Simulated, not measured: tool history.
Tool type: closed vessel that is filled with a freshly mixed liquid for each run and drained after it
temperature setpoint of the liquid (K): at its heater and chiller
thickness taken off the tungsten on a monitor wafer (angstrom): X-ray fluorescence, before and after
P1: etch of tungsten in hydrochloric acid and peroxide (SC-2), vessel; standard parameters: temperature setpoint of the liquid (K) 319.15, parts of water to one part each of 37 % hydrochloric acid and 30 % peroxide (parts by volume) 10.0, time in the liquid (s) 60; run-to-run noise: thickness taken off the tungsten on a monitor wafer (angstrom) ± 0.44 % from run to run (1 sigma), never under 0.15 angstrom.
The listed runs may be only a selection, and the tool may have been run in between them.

| run | hour | temperature setpoint of the liquid (K) | parts of water to one part each of 37 % hydrochloric acid and 30 % peroxide (parts by volume) | time in the liquid (s) | thickness taken off the tungsten on a monitor wafer (angstrom) |
|---|---|---|---|---|---|
| 1 | 8.4 | 319.15 | 10.0 | 60 | 64.503 |
| 2 | 15.0 | 319.15 | 10.0 | 60 | 64.715 |
| 3 | 19.2 | 319.15 | 10.0 | 30 | 32.650 |
| 4 | 27.4 | 319.15 | 10.0 | 60 | 64.629 |
| 5 | 36.3 | 319.15 | 4.0 | 60 | 130.250 |
| 6 | 40.8 | 308.65 | 10.0 | 90 | 46.532 |
| 7 | 48.2 | 319.15 | 10.0 | 60 | 65.100 |
| 8 | 53.0 | 319.15 | 17.5 | 60 | 40.006 |
| 9 | 60.1 | 333.15 | 10.0 | 60 | 161.290 |
| 10 | 66.6 | 308.15 | 10.0 | 60 | 29.581 |
| 11 | 73.6 | 319.15 | 10.0 | 105 | 113.950 |
| 12 | 78.2 | 319.15 | 10.0 | 60 | 64.704 |
| 13 | 84.8 | 319.15 | 10.0 | 60 | 66.535 |
| 14 | 91.7 | 319.15 | 10.0 | 60 | 67.853 |

Run 15 comes next. What will it give?
| 15 | 95.7 | 319.15 | 10.0 | 60 | ? |

thickness taken off the tungsten on a monitor wafer (angstrom): 68.474
